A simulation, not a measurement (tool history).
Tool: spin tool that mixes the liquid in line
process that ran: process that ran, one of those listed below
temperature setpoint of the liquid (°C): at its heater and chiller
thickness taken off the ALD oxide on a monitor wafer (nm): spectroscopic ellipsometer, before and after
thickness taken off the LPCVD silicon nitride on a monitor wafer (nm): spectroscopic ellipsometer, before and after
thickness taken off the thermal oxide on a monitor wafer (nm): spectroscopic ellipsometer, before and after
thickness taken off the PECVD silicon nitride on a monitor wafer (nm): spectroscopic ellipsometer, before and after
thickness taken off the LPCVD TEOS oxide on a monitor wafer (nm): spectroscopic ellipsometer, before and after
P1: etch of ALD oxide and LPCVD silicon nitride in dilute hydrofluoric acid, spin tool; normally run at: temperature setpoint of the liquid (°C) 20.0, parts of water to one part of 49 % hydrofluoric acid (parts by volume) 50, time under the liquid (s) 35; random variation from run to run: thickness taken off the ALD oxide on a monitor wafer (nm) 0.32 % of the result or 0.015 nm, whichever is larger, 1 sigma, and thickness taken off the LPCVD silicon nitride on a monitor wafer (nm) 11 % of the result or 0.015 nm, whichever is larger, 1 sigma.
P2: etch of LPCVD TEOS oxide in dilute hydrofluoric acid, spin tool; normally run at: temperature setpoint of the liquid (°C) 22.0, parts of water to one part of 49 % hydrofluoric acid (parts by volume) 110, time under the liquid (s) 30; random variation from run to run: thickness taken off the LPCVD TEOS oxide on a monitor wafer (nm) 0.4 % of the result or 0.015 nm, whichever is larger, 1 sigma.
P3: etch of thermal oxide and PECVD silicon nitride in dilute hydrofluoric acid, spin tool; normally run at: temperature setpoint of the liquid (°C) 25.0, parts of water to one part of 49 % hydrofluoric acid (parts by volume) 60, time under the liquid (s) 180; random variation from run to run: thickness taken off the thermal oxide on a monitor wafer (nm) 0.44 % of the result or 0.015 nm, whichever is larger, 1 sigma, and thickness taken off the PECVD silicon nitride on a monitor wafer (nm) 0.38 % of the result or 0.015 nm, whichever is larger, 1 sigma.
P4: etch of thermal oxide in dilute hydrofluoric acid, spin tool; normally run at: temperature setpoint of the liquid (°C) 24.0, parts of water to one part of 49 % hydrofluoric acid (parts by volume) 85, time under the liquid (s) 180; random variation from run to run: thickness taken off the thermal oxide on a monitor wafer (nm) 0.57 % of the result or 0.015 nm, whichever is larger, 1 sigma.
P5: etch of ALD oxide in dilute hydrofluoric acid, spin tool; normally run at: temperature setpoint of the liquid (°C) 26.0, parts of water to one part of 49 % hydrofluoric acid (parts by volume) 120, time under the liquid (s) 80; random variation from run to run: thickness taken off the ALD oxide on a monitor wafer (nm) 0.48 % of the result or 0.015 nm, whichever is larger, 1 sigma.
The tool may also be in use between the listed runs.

| run | day | process that ran | temperature setpoint of the liquid (°C) | parts of water to one part of 49 % hydrofluoric acid (parts by volume) | time under the liquid (s) | thickness taken off the ALD oxide on a monitor wafer (nm) | thickness taken off the LPCVD silicon nitride on a monitor wafer (nm) | thickness taken off the thermal oxide on a monitor wafer (nm) | thickness taken off the PECVD silicon nitride on a monitor wafer (nm) | thickness taken off the LPCVD TEOS oxide on a monitor wafer (nm) |
|---|---|---|---|---|---|---|---|---|---|---|
| 1 | 0.525 | P1 | 20.0 | 50 | 35 | 18.510 | 0.23743 |  |  |  |
| 2 | 1.088 | P4 | 29.5 | 85 | 180 |  |  | 12.4730 |  |  |
| 3 | 1.638 | P1 | 20.0 | 80 | 35 | 11.110 | 0.16555 |  |  |  |
| 4 | 2.329 | P1 | 20.0 | 50 | 20 | 10.546 | 0.12821 |  |  |  |
| 5 | 2.921 | P3 | 30.5 | 60 | 180 |  |  | 19.2780 | 10.0830 |  |
| 6 | 3.646 | P5 | 26.0 | 120 | 150 | 34.259 |  |  |  |  |
| 7 | 4.138 | P5 | 33.5 | 120 | 80 | 24.480 |  |  |  |  |
| 8 | 4.821 | P3 | 25.0 | 60 | 180 |  |  | 15.7610 | 7.1252 |  |
| 9 | 5.358 | P5 | 26.0 | 120 | 80 | 18.421 |  |  |  |  |
| 10 | 6.054 | P3 | 25.0 | 25 | 180 |  |  | 39.1230 | 16.4770 |  |
| 11 | 6.750 | P4 | 24.0 | 85 | 180 |  |  | 10.0690 |  |  |
| 12 | 7.304 | P1 | 25.5 | 25 | 35 | 48.290 | 0.58558 |  |  |  |
| 13 | 7.900 | P1 | 20.0 | 20 | 35 | 47.935 | 0.48105 |  |  |  |
| 14 | 8.650 | P4 | 24.0 | 55 | 180 |  |  | 16.2720 |  |  |
| 15 | 9.058 | P1 | 20.0 | 50 | 35 | 18.571 | 0.20633 |  |  |  |
| 16 | 9.738 | P2 | 22.0 | 110 | 30 |  |  |  |  | 12.9100 |
| 17 | 10.304 | P4 | 24.0 | 85 | 15 |  |  | 0.8148 |  |  |
| 18 | 10.817 | P1 | 24.5 | 50 | 35 | 22.324 | 0.32367 |  |  |  |
| 19 | 11.371 | P1 | 20.0 | 50 | 35 | 18.440 | 0.25316 |  |  |  |
| 20 | 12.092 | P1 | 17.0 | 50 | 35 | 16.320 | 0.19290 |  |  |  |
| 21 | 12.508 | P5 | 26.0 | 190 | 80 | 10.760 |  |  |  |  |
| 22 | 13.112 | P4 | 24.0 | 85 | 180 |  |  | 10.1820 |  |  |
| 23 | 13.733 | P1 | 20.0 | 50 | 55 | 29.079 | 0.30432 |  |  |  |
| 24 | 14.233 | P1 | 20.0 | 50 | 35 | 18.483 | 0.22905 |  |  |  |
| 25 | 14.638 | P2 | 26.5 | 110 | 30 |  |  |  |  | 15.4270 |
| 26 | 15.258 | P3 | 25.0 | 60 | 260 |  |  | 22.5610 | 10.1940 |  |
| 27 | 15.688 | P2 | 22.0 | 110 | 15 |  |  |  |  | 6.4075 |
| 28 | 16.317 | P2 | 22.0 | 45 | 30 |  |  |  |  | 34.3570 |
| 29 | 17.054 | P1 | 20.0 | 50 | 35 | 18.614 | 0.23812 |  |  |  |
| 30 | 17.454 | P1 | 20.0 | 50 | 35 | 19.074 | 0.26413 |  |  |  |
| 31 | 17.962 | P1 | 20.0 | 50 | 35 | 19.224 | 0.23650 |  |  |  |
| 32 | 18.612 | P1 | 20.0 | 50 | 35 | 19.588 | 0.27569 |  |  |  |
| 33 | 19.350 | P1 | 20.0 | 50 | 35 | 19.667 | 0.17810 |  |  |  |
| 34 | 20.000 | P1 | 20.0 | 50 | 35 | 19.748 | 0.24155 |  |  |  |
| 35 | 20.588 | P1 | 20.0 | 50 | 35 | 19.662 | 0.21151 |  |  |  |

What P1 gives has crept away from where it was. These 2 causes fit the log equally well, each at the size given:
A: liquid hotter than its thermometer reads (K) = 1.56
B: hydrofluoric acid flow above the setpoint (%) = 6.42
The creep began at about day 17.054.

4 check runs are offered, one wafer each, their results left as question marks. Which one tells the causes apart?
| check 1 | 21.175 | P2 | 22.0 | 110 | 30 |  |  |  |  | ? |
| check 2 | 21.175 | P4 | 24.0 | 85 | 180 |  |  | ? |  |  |
| check 3 | 21.175 | P3 | 25.0 | 60 | 180 |  |  | ? | ? |  |
| check 4 | 21.175 | P5 | 26.0 | 120 | 80 | ? |  |  |  |  |

What each check would give under each cause:
| check | result | if A | if B |
|---|---|---|---|
| check 1 | thickness taken off the LPCVD TEOS oxide on a monitor wafer (nm) | 13.7540 | 13.8640 |
| check 2 | thickness taken off the thermal oxide on a monitor wafer (nm) | 10.7140 | 10.7860 |
| check 3 | thickness taken off the thermal oxide on a monitor wafer (nm) | 16.6430 | 16.7150 |
| check 3 | thickness taken off the PECVD silicon nitride on a monitor wafer (nm) | 7.8361 | 7.5129 |
| check 4 | thickness taken off the ALD oxide on a monitor wafer (nm) | 19.519 | 19.755 |
How far apart the two closest causes lie, in the result that separates them most: check 1 0.79 %; check 2 0.67 %; check 3 4.21 %; check 4 1.2 %
Check 3 tells the causes apart: in the others they would give nearly the same result.

Check 3 was then run and gave: thickness taken off the thermal oxide on a monitor wafer (nm) 16.6760; thickness taken off the PECVD silicon nitride on a monitor wafer (nm) 7.8339. Which cause is it?

It is A: liquid hotter than its thermometer reads (K).
